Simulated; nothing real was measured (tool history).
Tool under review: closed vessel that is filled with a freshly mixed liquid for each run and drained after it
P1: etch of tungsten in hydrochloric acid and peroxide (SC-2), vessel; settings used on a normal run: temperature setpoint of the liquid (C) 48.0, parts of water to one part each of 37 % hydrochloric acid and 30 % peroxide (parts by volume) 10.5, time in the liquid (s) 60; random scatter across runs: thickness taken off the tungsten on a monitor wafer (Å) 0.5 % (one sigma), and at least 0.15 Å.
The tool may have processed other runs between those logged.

run,hour,temperature setpoint of the liquid (C),parts of water to one part each of 37 % hydrochloric acid and 30 % peroxide (parts by volume),time in the liquid (s),hours since the thermometer was replaced,hours since the chemicals flow meter was replaced,hours since the drum of peroxide was connected,thickness taken off the tungsten on a monitor wafer (Å)
1,8.7,48.0,10.5,60,1704.8,457.8,776.1,57.908
2,20.3,48.0,18.5,60,1716.4,469.4,787.7,35.436
3,36.2,58.0,4.5,60,1732.3,485.3,803.6,215.870
4,49.3,48.0,10.5,60,1745.4,498.4,816.7,58.574
5,59.7,48.0,10.5,60,1755.8,508.8,827.1,58.455
6,72.8,48.0,10.5,60,1768.9,521.9,840.2,58.415
7,85.1,48.0,10.5,60,1781.2,534.2,852.5,58.449
# hour 91.2: new drum of peroxide connected
8,93.9,48.0,4.0,60,1790.0,543.0,2.8,121.430
# hour 95.4: thermometer replaced
9,103.9,48.0,10.5,30,8.5,553.0,12.8,29.391
10,118.0,48.0,10.5,110,22.6,567.1,26.9,107.320
11,130.7,37.0,10.5,60,35.3,579.8,39.6,27.136
12,145.2,64.5,10.5,60,49.8,594.3,54.1,168.770
13,158.9,48.0,10.5,60,63.5,608.0,67.8,58.270
14,171.1,48.0,10.5,60,75.7,620.2,80.0,58.496
15,183.7,48.0,10.5,60,88.3,632.8,92.6,61.065
16,195.9,48.0,10.5,60,100.5,645.0,104.8,62.112

Run 17 comes next. What will it give?
17,207.4,48.0,10.5,60,112.0,656.5,116.3,?

For run 17 the tool returned thickness taken off the tungsten on a monitor wafer (Å) 63.168.
